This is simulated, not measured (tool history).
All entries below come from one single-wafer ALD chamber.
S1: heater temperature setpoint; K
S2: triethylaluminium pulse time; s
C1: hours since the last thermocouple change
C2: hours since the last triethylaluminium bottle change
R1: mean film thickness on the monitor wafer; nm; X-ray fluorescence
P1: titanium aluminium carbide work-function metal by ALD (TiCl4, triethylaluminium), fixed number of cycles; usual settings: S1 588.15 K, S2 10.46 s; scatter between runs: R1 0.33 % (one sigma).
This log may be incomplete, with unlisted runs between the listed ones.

{"run": 1, "day": 0.312, "S1": 588.15, "S2": 10.46, "C1": 1111.4, "C2": 911.1, "R1": 2.1174}
{"run": 2, "day": 0.7, "S1": 568.15, "S2": 10.46, "C1": 1120.7, "C2": 920.4, "R1": 1.9343}
{"run": 3, "day": 1.054, "S1": 588.15, "S2": 10.46, "C1": 1129.2, "C2": 928.9, "R1": 2.1085}
{"run": 4, "day": 1.233, "S1": 588.15, "S2": 10.46, "C1": 1133.5, "C2": 933.2, "R1": 2.117}
{"run": 5, "day": 1.492, "S1": 588.15, "S2": 3.5, "C1": 1139.7, "C2": 939.4, "R1": 1.5272}
{"run": 6, "day": 1.758, "S1": 588.15, "S2": 16.82, "C1": 1146.1, "C2": 945.8, "R1": 2.1591}
{"run": 7, "day": 1.967, "S1": 609.15, "S2": 5.28, "C1": 1151.1, "C2": 950.8, "R1": 1.9801}
{"run": 8, "day": 2.225, "S1": 612.15, "S2": 16.76, "C1": 1157.3, "C2": 957.0, "R1": 2.3668}
{"run": 9, "day": 2.429, "S1": 588.15, "S2": 10.46, "C1": 1162.2, "C2": 961.9, "R1": 2.1199}
{"run": 10, "day": 2.788, "S1": 599.15, "S2": 6.7, "C1": 1170.8, "C2": 970.5, "R1": 2.0447}
{"run": 11, "day": 2.996, "S1": 610.15, "S2": 10.46, "C1": 1175.8, "C2": 975.5, "R1": 2.321}
{"run": 12, "day": 3.292, "S1": 588.15, "S2": 10.46, "C1": 1182.9, "C2": 982.6, "R1": 2.1176}
{"run": 13, "day": 3.546, "S1": 588.15, "S2": 10.46, "C1": 1189.0, "C2": 988.7, "R1": 2.1172}
{"run": 14, "day": 3.912, "S1": 588.15, "S2": 10.46, "C1": 1197.8, "C2": 997.5, "R1": 2.0854}
{"run": 15, "day": 4.221, "S1": 588.15, "S2": 10.46, "C1": 1205.2, "C2": 1004.9, "R1": 2.0918}
{"run": 16, "day": 4.529, "S1": 588.15, "S2": 10.46, "C1": 1212.6, "C2": 1012.3, "R1": 2.0714}
{"run": 17, "day": 4.708, "S1": 588.15, "S2": 10.46, "C1": 1216.9, "C2": 1016.6, "R1": 2.0885}
{"run": 18, "day": 5.017, "S1": 588.15, "S2": 10.46, "C1": 1224.3, "C2": 1024.0, "R1": 2.0931}
{"run": 19, "day": 5.196, "S1": 588.15, "S2": 10.46, "C1": 1228.6, "C2": 1028.3, "R1": 2.0807}
{"run": 20, "day": 5.575, "S1": 588.15, "S2": 10.46, "C1": 1237.7, "C2": 1037.4, "R1": 2.0729}
{"run": 21, "day": 5.942, "S1": 588.15, "S2": 10.46, "C1": 1246.5, "C2": 1046.2, "R1": 2.0774}
{"run": 22, "day": 6.179, "S1": 588.15, "S2": 10.46, "C1": 1252.2, "C2": 1051.9, "R1": 2.0703}
{"run": 23, "day": 6.538, "S1": 588.15, "S2": 10.46, "C1": 1260.8, "C2": 1060.5, "R1": 2.0693}
{"run": 24, "day": 6.912, "S1": 588.15, "S2": 10.46, "C1": 1269.8, "C2": 1069.5, "R1": 2.0732}

What P1 gives has crept off from where it sat before. The 2 causes that follow fit the log equally well, each at the size noted:
A: wafer temperature below the value expected at the setpoint (K) = 5.74
B: triethylaluminium dose below that of a fresh bottle (%) = 17
The drift started at roughly day 3.546.

Of the 4 check runs listed below, each run on one wafer and each result written as a question mark, which would let you distinguish the listed causes because they would give clearly different results?
{"run": "check 1", "day": 7.288, "S1": 602.15, "S2": 10.46, "R1": "?"}
{"run": "check 2", "day": 7.288, "S1": 604.15, "S2": 10.46, "R1": "?"}
{"run": "check 3", "day": 7.288, "S1": 588.15, "S2": 4.35, "R1": "?"}
{"run": "check 4", "day": 7.288, "S1": 570.15, "S2": 10.46, "R1": "?"}

What each check would give under each cause:
check=check_1 result=R1 if_A=2.1901 if_B=2.1878
check=check_2 result=R1 if_A=2.2077 if_B=2.2050
check=check_3 result=R1 if_A=1.6511 if_B=1.5500
check=check_4 result=R1 if_A=1.9122 if_B=1.9152
Distance between the nearest two causes, measured in the result of the check that separates them most: check 1 0.11 %; check 2 0.12 %; check 3 6.32 %; check 4 0.16 %
Only in check 3 would the causes give clearly different results; in the remaining checks their results would be nearly the same.

Check 3 was carried out, with these results: R1 1.6549 nm. Which of the listed causes is responsible?

A is the cause: wafer temperature below the value expected at the setpoint (K).
